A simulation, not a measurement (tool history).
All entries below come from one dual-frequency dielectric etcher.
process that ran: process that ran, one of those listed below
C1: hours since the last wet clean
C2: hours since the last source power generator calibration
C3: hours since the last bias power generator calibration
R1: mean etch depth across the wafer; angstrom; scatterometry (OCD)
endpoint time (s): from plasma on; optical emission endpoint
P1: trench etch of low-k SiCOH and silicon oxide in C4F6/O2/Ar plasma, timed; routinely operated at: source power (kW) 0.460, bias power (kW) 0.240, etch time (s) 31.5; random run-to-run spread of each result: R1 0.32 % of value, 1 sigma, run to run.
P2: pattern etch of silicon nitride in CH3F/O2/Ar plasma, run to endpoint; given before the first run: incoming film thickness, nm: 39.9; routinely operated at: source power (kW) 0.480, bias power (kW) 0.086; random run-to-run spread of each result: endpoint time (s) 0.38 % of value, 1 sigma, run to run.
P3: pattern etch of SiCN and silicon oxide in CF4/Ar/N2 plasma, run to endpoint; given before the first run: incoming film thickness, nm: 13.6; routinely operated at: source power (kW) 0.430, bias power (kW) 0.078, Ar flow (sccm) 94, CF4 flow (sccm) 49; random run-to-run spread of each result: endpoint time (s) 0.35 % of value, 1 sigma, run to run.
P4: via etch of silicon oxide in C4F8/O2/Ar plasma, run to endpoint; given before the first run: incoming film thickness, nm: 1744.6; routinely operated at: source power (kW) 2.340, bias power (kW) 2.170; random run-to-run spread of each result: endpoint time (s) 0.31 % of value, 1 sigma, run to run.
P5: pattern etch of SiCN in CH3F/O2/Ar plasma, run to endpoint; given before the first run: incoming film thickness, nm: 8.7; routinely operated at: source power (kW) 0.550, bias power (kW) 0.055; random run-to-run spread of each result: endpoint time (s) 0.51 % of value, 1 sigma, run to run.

run 1 hour=8.0 | process_that_ran=P1 source_power_(kW)=0.460 bias_power_(kW)=0.240 etch_time_(s)=31.5 | C1=323.6 C2=1772.7 C3=570.2 | R1=1121.40
run 2 hour=15.4 | process_that_ran=P1 source_power_(kW)=0.460 bias_power_(kW)=0.240 etch_time_(s)=31.5 | C1=331.0 C2=1780.1 C3=577.6 | R1=1120.50
run 3 hour=24.8 | process_that_ran=P5 source_power_(kW)=0.550 bias_power_(kW)=0.055 | C1=340.4 C2=1789.5 C3=587.0 | endpoint_time_(s)=22.335
run 4 hour=35.9 | process_that_ran=P1 source_power_(kW)=0.460 bias_power_(kW)=0.240 etch_time_(s)=45.0 | C1=351.5 C2=1800.6 C3=598.1 | R1=1598.10
run 5 hour=43.5 | process_that_ran=P4 source_power_(kW)=1.860 bias_power_(kW)=2.170 | C1=359.1 C2=1808.2 C3=605.7 | endpoint_time_(s)=344.900
run 6 hour=55.0 | process_that_ran=P5 source_power_(kW)=0.550 bias_power_(kW)=0.032 | C1=370.6 C2=1819.7 C3=617.2 | endpoint_time_(s)=26.524
run 7 hour=63.9 | process_that_ran=P5 source_power_(kW)=0.750 bias_power_(kW)=0.055 | C1=379.5 C2=1828.6 C3=626.1 | endpoint_time_(s)=19.909
run 8 hour=71.2 | process_that_ran=P2 source_power_(kW)=0.660 bias_power_(kW)=0.086 | C1=386.8 C2=1835.9 C3=633.4 | endpoint_time_(s)=44.700
run 9 hour=79.5 | process_that_ran=P3 source_power_(kW)=0.430 bias_power_(kW)=0.103 Ar_flow_(sccm)=94 CF4_flow_(sccm)=49 | C1=395.1 C2=1844.2 C3=641.7 | endpoint_time_(s)=15.068
run 10 hour=90.0 | process_that_ran=P3 source_power_(kW)=0.430 bias_power_(kW)=0.078 Ar_flow_(sccm)=94 CF4_flow_(sccm)=49 | C1=405.6 C2=1854.7 C3=652.2 | endpoint_time_(s)=16.647
run 11 hour=101.5 | process_that_ran=P2 source_power_(kW)=0.480 bias_power_(kW)=0.086 | C1=417.1 C2=1866.2 C3=663.7 | endpoint_time_(s)=50.805
run 12 hour=108.3 | process_that_ran=P1 source_power_(kW)=0.460 bias_power_(kW)=0.240 etch_time_(s)=22.5 | C1=423.9 C2=1873.0 C3=670.5 | R1=800.58
run 13 hour=113.8 | process_that_ran=P3 source_power_(kW)=0.430 bias_power_(kW)=0.078 Ar_flow_(sccm)=94 CF4_flow_(sccm)=69 | C1=429.4 C2=1878.5 C3=676.0 | endpoint_time_(s)=15.759
run 14 hour=120.1 | process_that_ran=P1 source_power_(kW)=0.340 bias_power_(kW)=0.240 etch_time_(s)=31.5 | C1=435.7 C2=1884.8 C3=682.3 | R1=993.60
run 15 hour=130.8 | process_that_ran=P1 source_power_(kW)=0.460 bias_power_(kW)=0.240 etch_time_(s)=31.5 | C1=446.4 C2=1895.5 C3=693.0 | R1=1113.90
run 16 hour=136.6 | process_that_ran=P1 source_power_(kW)=0.590 bias_power_(kW)=0.288 etch_time_(s)=31.5 | C1=452.2 C2=1901.3 C3=698.8 | R1=1308.40
run 17 hour=145.4 | process_that_ran=P5 source_power_(kW)=0.550 bias_power_(kW)=0.055 | C1=461.0 C2=1910.1 C3=707.6 | endpoint_time_(s)=22.517
run 18 hour=154.3 | process_that_ran=P3 source_power_(kW)=0.430 bias_power_(kW)=0.078 Ar_flow_(sccm)=54 CF4_flow_(sccm)=49 | C1=469.9 C2=1919.0 C3=716.5 | endpoint_time_(s)=15.431
run 19 hour=161.3 | process_that_ran=P4 source_power_(kW)=2.340 bias_power_(kW)=2.170 | C1=476.9 C2=1926.0 C3=723.5 | endpoint_time_(s)=316.000
run 20 hour=172.0 | process_that_ran=P1 source_power_(kW)=0.590 bias_power_(kW)=0.240 etch_time_(s)=31.5 | C1=487.6 C2=1936.7 C3=734.2 | R1=1229.60
run 21 hour=180.9 | process_that_ran=P1 source_power_(kW)=0.460 bias_power_(kW)=0.240 etch_time_(s)=31.5 | C1=496.5 C2=1945.6 C3=743.1 | R1=1121.00
run 22 hour=192.5 | process_that_ran=P3 source_power_(kW)=0.250 bias_power_(kW)=0.078 Ar_flow_(sccm)=94 CF4_flow_(sccm)=49 | C1=508.1 C2=1957.2 C3=754.7 | endpoint_time_(s)=26.774
run 23 hour=199.3 | process_that_ran=P1 source_power_(kW)=0.460 bias_power_(kW)=0.143 etch_time_(s)=31.5 | C1=514.9 C2=1964.0 C3=761.5 | R1=956.55
run 24 hour=208.2 | process_that_ran=P1 source_power_(kW)=0.330 bias_power_(kW)=0.240 etch_time_(s)=40.0 | C1=523.8 C2=1972.9 C3=770.4 | R1=1246.10
run 25 hour=217.2 | process_that_ran=P3 source_power_(kW)=0.430 bias_power_(kW)=0.078 Ar_flow_(sccm)=94 CF4_flow_(sccm)=49 | C1=532.8 C2=1981.9 C3=779.4 | endpoint_time_(s)=16.716
run 26 hour=227.0 | process_that_ran=P1 source_power_(kW)=0.380 bias_power_(kW)=0.240 etch_time_(s)=38.0 | C1=542.6 C2=1991.7 C3=789.2 | R1=1252.10
run 27 hour=236.7 | process_that_ran=P2 source_power_(kW)=0.480 bias_power_(kW)=0.113 | C1=552.3 C2=2001.4 C3=798.9 | endpoint_time_(s)=46.031
run 28 hour=246.7 | process_that_ran=P1 source_power_(kW)=0.460 bias_power_(kW)=0.308 etch_time_(s)=31.5 | C1=562.3 C2=2011.4 C3=808.9 | R1=1214.30
run 29 hour=259.1 | process_that_ran=P4 source_power_(kW)=2.340 bias_power_(kW)=2.662 | C1=574.7 C2=2023.8 C3=821.3 | endpoint_time_(s)=296.180
run 30 hour=267.3 | process_that_ran=P1 source_power_(kW)=0.460 bias_power_(kW)=0.240 etch_time_(s)=31.5 | C1=582.9 C2=2032.0 C3=829.5 | R1=1117.00
run 31 hour=278.5 | process_that_ran=P1 source_power_(kW)=0.460 bias_power_(kW)=0.240 etch_time_(s)=31.5 | C1=594.1 C2=2043.2 C3=840.7 | R1=1106.20
run 32 hour=288.5 | process_that_ran=P1 source_power_(kW)=0.460 bias_power_(kW)=0.240 etch_time_(s)=31.5 | C1=604.1 C2=2053.2 C3=850.7 | R1=1104.10
run 33 hour=300.6 | process_that_ran=P1 source_power_(kW)=0.460 bias_power_(kW)=0.240 etch_time_(s)=31.5 | C1=616.2 C2=2065.3 C3=862.8 | R1=1104.50
run 34 hour=312.0 | process_that_ran=P1 source_power_(kW)=0.460 bias_power_(kW)=0.240 etch_time_(s)=31.5 | C1=627.6 C2=2076.7 C3=874.2 | R1=1104.80
run 35 hour=324.4 | process_that_ran=P1 source_power_(kW)=0.460 bias_power_(kW)=0.240 etch_time_(s)=31.5 | C1=640.0 C2=2089.1 C3=886.6 | R1=1097.40
run 36 hour=336.6 | process_that_ran=P1 source_power_(kW)=0.460 bias_power_(kW)=0.240 etch_time_(s)=31.5 | C1=652.2 C2=2101.3 C3=898.8 | R1=1111.20
-- hour=344.2 wet clean of the chamber
run 37 hour=348.7 | process_that_ran=P1 source_power_(kW)=0.460 bias_power_(kW)=0.240 etch_time_(s)=31.5 | C1=4.6 C2=2113.4 C3=910.9 | R1=1100.00
run 38 hour=359.7 | process_that_ran=P1 source_power_(kW)=0.460 bias_power_(kW)=0.240 etch_time_(s)=31.5 | C1=15.6 C2=2124.4 C3=921.9 | R1=1101.10
run 39 hour=366.1 | process_that_ran=P1 source_power_(kW)=0.460 bias_power_(kW)=0.240 etch_time_(s)=31.5 | C1=22.0 C2=2130.8 C3=928.3 | R1=1104.10
run 40 hour=375.9 | process_that_ran=P1 source_power_(kW)=0.460 bias_power_(kW)=0.240 etch_time_(s)=31.5 | C1=31.8 C2=2140.6 C3=938.1 | R1=1101.00

The log shows P1 creeping away from where it was. Any of the 2 causes listed here, at the size stated for it, fits the log just as well as the others:
A: bias power that arrives under what is set, % = 4.78
B: source power that arrives under what is set, % = 4.13
The onset of the drift is placed at about hour 267.3.
Excluded causes, each with its reason:
chamber walls in a state that lowers the etch rate, %: serviced at hour 344.2, which brought nothing back

Which of the 4 check runs listed below, each an average over 2 wafers with its results shown as question marks, gives clearly different results under the different listed causes?
run check 1 hour=385.7 | process_that_ran=P3 source_power_(kW)=0.310 bias_power_(kW)=0.078 Ar_flow_(sccm)=64 CF4_flow_(sccm)=49 | endpoint_time_(s)=?
run check 2 hour=385.7 | process_that_ran=P4 source_power_(kW)=1.960 bias_power_(kW)=2.170 | endpoint_time_(s)=?
run check 3 hour=385.7 | process_that_ran=P2 source_power_(kW)=0.660 bias_power_(kW)=0.102 | endpoint_time_(s)=?
run check 4 hour=385.7 | process_that_ran=P5 source_power_(kW)=0.710 bias_power_(kW)=0.047 | endpoint_time_(s)=?

How each check would come out, cause by cause:
check=check_1 result=endpoint_time_(s) if_A=21.350 if_B=21.784
check=check_2 result=endpoint_time_(s) if_A=342.810 if_B=343.680
check=check_3 result=endpoint_time_(s) if_A=43.098 if_B=43.032
check=check_4 result=endpoint_time_(s) if_A=21.688 if_B=21.732
Separation of the two closest causes in each check, using whichever result separates them best: check 1 2.01 %; check 2 0.26 %; check 3 0.15 %; check 4 0.2 %
Only check 1 tells the causes apart: in the others they would give nearly the same result.

Check 1 has now been run. It gave: endpoint time (s) 21.329. Which of the candidate causes is it?

The correct cause is A, namely: bias power that arrives under what is set, %.

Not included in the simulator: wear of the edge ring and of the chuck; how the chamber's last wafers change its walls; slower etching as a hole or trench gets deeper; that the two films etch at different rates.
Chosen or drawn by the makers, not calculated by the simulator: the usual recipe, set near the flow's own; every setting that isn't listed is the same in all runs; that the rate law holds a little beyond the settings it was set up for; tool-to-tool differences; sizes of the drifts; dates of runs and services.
